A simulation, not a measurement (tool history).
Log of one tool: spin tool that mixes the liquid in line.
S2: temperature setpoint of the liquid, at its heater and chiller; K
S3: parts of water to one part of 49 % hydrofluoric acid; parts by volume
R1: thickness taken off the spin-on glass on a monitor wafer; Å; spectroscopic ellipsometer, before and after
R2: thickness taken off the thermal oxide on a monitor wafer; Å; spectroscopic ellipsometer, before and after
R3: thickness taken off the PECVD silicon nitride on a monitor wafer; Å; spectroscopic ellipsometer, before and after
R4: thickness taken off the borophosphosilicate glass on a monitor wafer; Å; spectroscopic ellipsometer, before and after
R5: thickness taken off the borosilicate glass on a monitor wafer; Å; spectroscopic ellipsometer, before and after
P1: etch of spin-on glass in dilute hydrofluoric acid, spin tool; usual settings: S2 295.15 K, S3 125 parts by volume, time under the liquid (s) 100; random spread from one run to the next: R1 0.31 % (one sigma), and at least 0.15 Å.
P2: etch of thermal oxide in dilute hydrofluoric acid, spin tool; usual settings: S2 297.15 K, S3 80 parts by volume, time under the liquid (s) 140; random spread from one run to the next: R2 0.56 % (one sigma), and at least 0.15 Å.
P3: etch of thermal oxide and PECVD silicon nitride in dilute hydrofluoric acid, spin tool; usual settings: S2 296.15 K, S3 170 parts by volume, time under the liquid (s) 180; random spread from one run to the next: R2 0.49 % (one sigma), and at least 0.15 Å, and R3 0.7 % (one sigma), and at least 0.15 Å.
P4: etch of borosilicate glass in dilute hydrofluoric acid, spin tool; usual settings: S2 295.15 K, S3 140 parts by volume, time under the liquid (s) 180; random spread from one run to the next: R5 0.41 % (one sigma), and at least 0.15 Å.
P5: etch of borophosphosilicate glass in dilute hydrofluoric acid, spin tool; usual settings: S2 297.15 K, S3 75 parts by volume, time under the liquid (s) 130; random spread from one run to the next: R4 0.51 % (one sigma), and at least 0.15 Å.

{"run": 1, "hour": 9.5, "process that ran": "P1", "S2": 295.15, "S3": 125, "time under the liquid (s)": 100, "R1": 276.27}
{"run": 2, "hour": 16.5, "process that ran": "P3", "S2": 296.15, "S3": 170, "time under the liquid (s)": 180, "R2": 43.271, "R3": 40.3}
{"run": 3, "hour": 23.2, "process that ran": "P5", "S2": 297.15, "S3": 25, "time under the liquid (s)": 130, "R4": 1574.2}
{"run": 4, "hour": 30.4, "process that ran": "P2", "S2": 297.15, "S3": 80, "time under the liquid (s)": 140, "R2": 80.772}
{"run": 5, "hour": 41.3, "process that ran": "P4", "S2": 295.15, "S3": 140, "time under the liquid (s)": 180, "R5": 284.77}
{"run": 6, "hour": 49.8, "process that ran": "P1", "S2": 301.15, "S3": 125, "time under the liquid (s)": 100, "R1": 347.22}
{"run": 7, "hour": 58.9, "process that ran": "P4", "S2": 300.15, "S3": 140, "time under the liquid (s)": 180, "R5": 345.13}
{"run": 8, "hour": 63.8, "process that ran": "P5", "S2": 290.65, "S3": 75, "time under the liquid (s)": 130, "R4": 376.19}
{"run": 9, "hour": 74.2, "process that ran": "P1", "S2": 291.65, "S3": 75, "time under the liquid (s)": 100, "R1": 419.48}
{"run": 10, "hour": 84.3, "process that ran": "P4", "S2": 295.15, "S3": 140, "time under the liquid (s)": 180, "R5": 286.9}
{"run": 11, "hour": 94.1, "process that ran": "P1", "S2": 295.15, "S3": 40, "time under the liquid (s)": 100, "R1": 958.56}
{"run": 12, "hour": 99.9, "process that ran": "P3", "S2": 296.15, "S3": 235, "time under the liquid (s)": 180, "R2": 28.901, "R3": 29.331}
{"run": 13, "hour": 111.2, "process that ran": "P1", "S2": 295.15, "S3": 220, "time under the liquid (s)": 100, "R1": 142.28}
{"run": 14, "hour": 121.1, "process that ran": "P1", "S2": 290.15, "S3": 125, "time under the liquid (s)": 30, "R1": 67.429}
{"run": 15, "hour": 128.7, "process that ran": "P1", "S2": 295.15, "S3": 125, "time under the liquid (s)": 100, "R1": 274.95}
{"run": 16, "hour": 133.8, "process that ran": "P1", "S2": 295.15, "S3": 125, "time under the liquid (s)": 45, "R1": 123.44}
{"run": 17, "hour": 140.8, "process that ran": "P1", "S2": 295.15, "S3": 125, "time under the liquid (s)": 190, "R1": 524.81}
{"run": 18, "hour": 148.6, "process that ran": "P5", "S2": 297.15, "S3": 75, "time under the liquid (s)": 55, "R4": 208.64}
{"run": 19, "hour": 159.1, "process that ran": "P2", "S2": 297.15, "S3": 80, "time under the liquid (s)": 40, "R2": 23.266}
{"run": 20, "hour": 167.4, "process that ran": "P3", "S2": 296.15, "S3": 170, "time under the liquid (s)": 15, "R2": 3.8015, "R3": 3.2123}
{"run": 21, "hour": 176.7, "process that ran": "P2", "S2": 301.15, "S3": 80, "time under the liquid (s)": 140, "R2": 95.797}
{"run": 22, "hour": 187.5, "process that ran": "P5", "S2": 297.15, "S3": 75, "time under the liquid (s)": 130, "R4": 493.32}
{"run": 23, "hour": 197.9, "process that ran": "P2", "S2": 297.15, "S3": 25, "time under the liquid (s)": 140, "R2": 282.11}
{"run": 24, "hour": 208.4, "process that ran": "P1", "S2": 290.15, "S3": 125, "time under the liquid (s)": 100, "R1": 224.71}
{"run": 25, "hour": 214.9, "process that ran": "P4", "S2": 295.15, "S3": 140, "time under the liquid (s)": 75, "R5": 118.19}
{"run": 26, "hour": 223.7, "process that ran": "P5", "S2": 297.15, "S3": 75, "time under the liquid (s)": 130, "R4": 491.74}
{"run": 27, "hour": 234.6, "process that ran": "P3", "S2": 296.15, "S3": 170, "time under the liquid (s)": 180, "R2": 42.837, "R3": 40.291}
{"run": 28, "hour": 244.8, "process that ran": "P3", "S2": 290.15, "S3": 170, "time under the liquid (s)": 180, "R2": 34.046, "R3": 26.588}
{"run": 29, "hour": 251.4, "process that ran": "P1", "S2": 295.15, "S3": 125, "time under the liquid (s)": 100, "R1": 274.73}
{"run": 30, "hour": 257.1, "process that ran": "P4", "S2": 295.15, "S3": 215, "time under the liquid (s)": 180, "R5": 170.39}
{"run": 31, "hour": 267.6, "process that ran": "P1", "S2": 295.15, "S3": 125, "time under the liquid (s)": 100, "R1": 274.89}
{"run": 32, "hour": 272.9, "process that ran": "P1", "S2": 295.15, "S3": 125, "time under the liquid (s)": 100, "R1": 275.61}
{"run": 33, "hour": 278.2, "process that ran": "P1", "S2": 295.15, "S3": 125, "time under the liquid (s)": 100, "R1": 282.62}
{"run": 34, "hour": 288.6, "process that ran": "P1", "S2": 295.15, "S3": 125, "time under the liquid (s)": 100, "R1": 290.66}
{"run": 35, "hour": 298.9, "process that ran": "P1", "S2": 295.15, "S3": 125, "time under the liquid (s)": 100, "R1": 294.06}
{"run": 36, "hour": 307.3, "process that ran": "P1", "S2": 295.15, "S3": 125, "time under the liquid (s)": 100, "R1": 297.89}
{"run": 37, "hour": 313.3, "process that ran": "P1", "S2": 295.15, "S3": 125, "time under the liquid (s)": 100, "R1": 299.24}
{"run": 38, "hour": 318.4, "process that ran": "P1", "S2": 295.15, "S3": 125, "time under the liquid (s)": 100, "R1": 298.87}
{"run": 39, "hour": 325.3, "process that ran": "P1", "S2": 295.15, "S3": 125, "time under the liquid (s)": 100, "R1": 300.1}
{"run": 40, "hour": 331.2, "process that ran": "P1", "S2": 295.15, "S3": 125, "time under the liquid (s)": 100, "R1": 303.34}
{"run": 41, "hour": 340.7, "process that ran": "P1", "S2": 295.15, "S3": 125, "time under the liquid (s)": 100, "R1": 302.08}
{"run": 42, "hour": 348.1, "process that ran": "P1", "S2": 295.15, "S3": 125, "time under the liquid (s)": 100, "R1": 302.45}

What P1 gives has crept away from where it was. These 2 causes fit the log equally well, each at the size given:
A: hydrofluoric acid flow above the setpoint (%) = 8.62
B: liquid hotter than its thermometer reads (K) = 2.4
At approximately hour 272.9, the process output began to creep.

Each of the 4 check runs below uses one wafer; its results are left as question marks. Which run tells the causes apart?
{"run": "check 1", "hour": 355.5, "process that ran": "P5", "S2": 297.15, "S3": 75, "time under the liquid (s)": 130, "R4": "?"}
{"run": "check 2", "hour": 355.5, "process that ran": "P2", "S2": 297.15, "S3": 80, "time under the liquid (s)": 140, "R2": "?"}
{"run": "check 3", "hour": 355.5, "process that ran": "P3", "S2": 296.15, "S3": 170, "time under the liquid (s)": 180, "R2": "?", "R3": "?"}
{"run": "check 4", "hour": 355.5, "process that ran": "P4", "S2": 295.15, "S3": 140, "time under the liquid (s)": 180, "R5": "?"}

How each check would come out, cause by cause:
check=check_1 result=R4 if_A=538.86 if_B=541.88
check=check_2 result=R2 if_A=89.24 if_B=89.662
check=check_3 result=R2 if_A=47.298 if_B=46.959
check=check_3 result=R3 if_A=43.49 if_B=46.729
check=check_4 result=R5 if_A=312.95 if_B=312.35
Separation of the two closest causes in each check, using whichever result separates them best: check 1 0.56 %; check 2 0.47 %; check 3 7.18 %; check 4 0.19 %
Of the check runs offered, only check 3 discriminates between the causes; the rest would read about the same regardless of which cause applies.

The results of check 3 are: R2 47.01 Å; R3 43.801 Å. Based on these, which of the listed causes is it?

A is the cause: hydrofluoric acid flow above the setpoint (%).
